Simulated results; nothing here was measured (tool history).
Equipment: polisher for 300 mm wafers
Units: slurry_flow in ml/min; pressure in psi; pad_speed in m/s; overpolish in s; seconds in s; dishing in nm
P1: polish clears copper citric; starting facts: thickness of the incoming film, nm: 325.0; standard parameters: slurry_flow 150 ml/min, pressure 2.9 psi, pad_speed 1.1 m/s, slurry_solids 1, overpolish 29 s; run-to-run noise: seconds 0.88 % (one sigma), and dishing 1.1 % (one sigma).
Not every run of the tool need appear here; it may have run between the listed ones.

{"run": 1, "hour": 10.1, "slurry_flow": 150, "pressure": 2.9, "pad_speed": 1.1, "slurry_solids": 1, "overpolish": 29, "seconds": 146.96, "dishing": 33.074}
{"run": 2, "hour": 26.0, "slurry_flow": 150, "pressure": 2.9, "pad_speed": 1.1, "slurry_solids": 1, "overpolish": 58, "seconds": 149.21, "dishing": 46.083}
{"run": 3, "hour": 40.0, "slurry_flow": 150, "pressure": 2.9, "pad_speed": 1.1, "slurry_solids": 1, "overpolish": 29, "seconds": 145.96, "dishing": 33.036}
{"run": 4, "hour": 51.8, "slurry_flow": 150, "pressure": 1.4, "pad_speed": 1.1, "slurry_solids": 1, "overpolish": 29, "seconds": 295.63, "dishing": 20.029}
{"run": 5, "hour": 60.4, "slurry_flow": 150, "pressure": 2.9, "pad_speed": 1.1, "slurry_solids": 1, "overpolish": 29, "seconds": 148.18, "dishing": 33.147}
{"run": 6, "hour": 69.0, "slurry_flow": 150, "pressure": 2.9, "pad_speed": 0.76, "slurry_solids": 1, "overpolish": 29, "seconds": 212.6, "dishing": 27.059}
{"run": 7, "hour": 84.2, "slurry_flow": 150, "pressure": 2.9, "pad_speed": 1.1, "slurry_solids": 1, "overpolish": 29, "seconds": 146.86, "dishing": 33.52}
{"run": 8, "hour": 99.6, "slurry_flow": 150, "pressure": 4.3, "pad_speed": 1.1, "slurry_solids": 1, "overpolish": 29, "seconds": 99.757, "dishing": 42.094}
{"run": 9, "hour": 111.2, "slurry_flow": 150, "pressure": 2.9, "pad_speed": 1.1, "slurry_solids": 1, "overpolish": 9, "seconds": 146.33, "dishing": 14.129}
{"run": 10, "hour": 126.4, "slurry_flow": 150, "pressure": 2.9, "pad_speed": 1.1, "slurry_solids": 1, "overpolish": 29, "seconds": 146.62, "dishing": 33.464}
{"run": 11, "hour": 138.3, "slurry_flow": 95, "pressure": 2.9, "pad_speed": 1.1, "slurry_solids": 1, "overpolish": 29, "seconds": 161.32, "dishing": 30.82}
{"run": 12, "hour": 151.7, "slurry_flow": 150, "pressure": 2.9, "pad_speed": 1.1, "slurry_solids": 1, "overpolish": 29, "seconds": 146.09, "dishing": 33.215}
{"run": 13, "hour": 162.7, "slurry_flow": 195, "pressure": 2.9, "pad_speed": 1.1, "slurry_solids": 0.75, "overpolish": 29, "seconds": 150.15, "dishing": 33.439}
{"hour": 176.5, "done": "slurry blender recalibrated"}
{"run": 14, "hour": 177.5, "slurry_flow": 150, "pressure": 2.9, "pad_speed": 1.1, "slurry_solids": 1, "overpolish": 29, "seconds": 146.77, "dishing": 32.911}
{"run": 15, "hour": 192.8, "slurry_flow": 150, "pressure": 2.9, "pad_speed": 1.1, "slurry_solids": 1.35, "overpolish": 29, "seconds": 137.99, "dishing": 35.123}
{"run": 16, "hour": 205.1, "slurry_flow": 150, "pressure": 2.9, "pad_speed": 1.4, "slurry_solids": 1, "overpolish": 29, "seconds": 113.84, "dishing": 38.097}
{"run": 17, "hour": 213.6, "slurry_flow": 150, "pressure": 2.9, "pad_speed": 1.1, "slurry_solids": 0.6, "overpolish": 29, "seconds": 163.1, "dishing": 30.962}
{"run": 18, "hour": 223.6, "slurry_flow": 230, "pressure": 2.9, "pad_speed": 1.1, "slurry_solids": 1, "overpolish": 29, "seconds": 136.13, "dishing": 34.36}
{"run": 19, "hour": 232.2, "slurry_flow": 150, "pressure": 2.9, "pad_speed": 1.1, "slurry_solids": 1, "overpolish": 29, "seconds": 145.33, "dishing": 33.619}
{"run": 20, "hour": 246.4, "slurry_flow": 150, "pressure": 2.9, "pad_speed": 1.1, "slurry_solids": 1, "overpolish": 29, "seconds": 151.05, "dishing": 32.694}
{"run": 21, "hour": 260.1, "slurry_flow": 150, "pressure": 2.9, "pad_speed": 1.1, "slurry_solids": 1, "overpolish": 29, "seconds": 155.12, "dishing": 32.545}
{"run": 22, "hour": 270.4, "slurry_flow": 150, "pressure": 2.9, "pad_speed": 1.1, "slurry_solids": 1, "overpolish": 29, "seconds": 156.03, "dishing": 31.983}
{"run": 23, "hour": 280.3, "slurry_flow": 150, "pressure": 2.9, "pad_speed": 1.1, "slurry_solids": 1, "overpolish": 29, "seconds": 161.16, "dishing": 31.914}
{"hour": 289.7, "done": "head pressure recalibrated"}
{"run": 24, "hour": 292.5, "slurry_flow": 150, "pressure": 2.9, "pad_speed": 1.1, "slurry_solids": 1, "overpolish": 29, "seconds": 159.64, "dishing": 31.871}
{"hour": 308.3, "done": "slurry blender recalibrated"}
{"run": 25, "hour": 308.5, "slurry_flow": 150, "pressure": 2.9, "pad_speed": 1.1, "slurry_solids": 1, "overpolish": 29, "seconds": 161.01, "dishing": 30.938}
{"run": 26, "hour": 324.2, "slurry_flow": 150, "pressure": 2.9, "pad_speed": 1.1, "slurry_solids": 1, "overpolish": 29, "seconds": 163.6, "dishing": 31.591}
{"run": 27, "hour": 337.3, "slurry_flow": 150, "pressure": 2.9, "pad_speed": 1.1, "slurry_solids": 1, "overpolish": 29, "seconds": 163.28, "dishing": 31.098}

P1 no longer gives what it gave before; its output has crept away from where it was. The following 2 causes, each at its listed size, fit the log equally well:
A: slurry flow missing at the pad, % = 38.6
B: removal rate lost through wear of the pad, % = 10
Creep in the process output first set in at about hour 232.2.
All other causes, with the reason each is excluded:
head's pressure below its setpoint, %: serviced at hour 289.7, after the drift had started, without restoring the earlier output
abrasive missing from the slurry, %: serviced at hour 308.3, after the drift had started, without restoring the earlier output

Which of the 4 check runs listed below, each an average over 5 wafers with its results shown as question marks, gives clearly different results under the different listed causes?
{"run": "check 1", "hour": 350.4, "slurry_flow": 215, "pressure": 2.9, "pad_speed": 1.1, "slurry_solids": 0.8, "overpolish": 29, "seconds": "?", "dishing": "?"}
{"run": "check 2", "hour": 350.4, "slurry_flow": 150, "pressure": 2.9, "pad_speed": 1.1, "slurry_solids": 1, "overpolish": 14, "seconds": "?", "dishing": "?"}
{"run": "check 3", "hour": 350.4, "slurry_flow": 150, "pressure": 2.9, "pad_speed": 1.34, "slurry_solids": 1, "overpolish": 29, "seconds": "?", "dishing": "?"}
{"run": "check 4", "hour": 350.4, "slurry_flow": 150, "pressure": 2.9, "pad_speed": 1.1, "slurry_solids": 1, "overpolish": 52, "seconds": "?", "dishing": "?"}

What every check run would give for each of its results, assuming each possible cause in turn:
check=check_1 result=seconds if_A=157.34 if_B=162.03
check=check_1 result=dishing if_A=32.244 if_B=31.663
check=check_2 result=seconds if_A=162.97 if_B=162.92
check=check_2 result=dishing if_A=18.636 if_B=18.641
check=check_3 result=seconds if_A=134.32 if_B=134.28
check=check_3 result=dishing if_A=35.34 if_B=35.347
check=check_4 result=seconds if_A=162.97 if_B=162.92
check=check_4 result=dishing if_A=42.845 if_B=42.85
Separation of the two closest causes in each check, using whichever result separates them best: check 1 2.94 %; check 2 0.03 %; check 3 0.03 %; check 4 0.03 %
Only in check 1 would the causes give clearly different results; in the remaining checks their results would be nearly the same.

Check 1 has now been run. It gave: seconds 157.22 s; dishing 32.07 nm. Which of the candidate causes is it?

Of the candidate causes, it is A: slurry flow missing at the pad, %.

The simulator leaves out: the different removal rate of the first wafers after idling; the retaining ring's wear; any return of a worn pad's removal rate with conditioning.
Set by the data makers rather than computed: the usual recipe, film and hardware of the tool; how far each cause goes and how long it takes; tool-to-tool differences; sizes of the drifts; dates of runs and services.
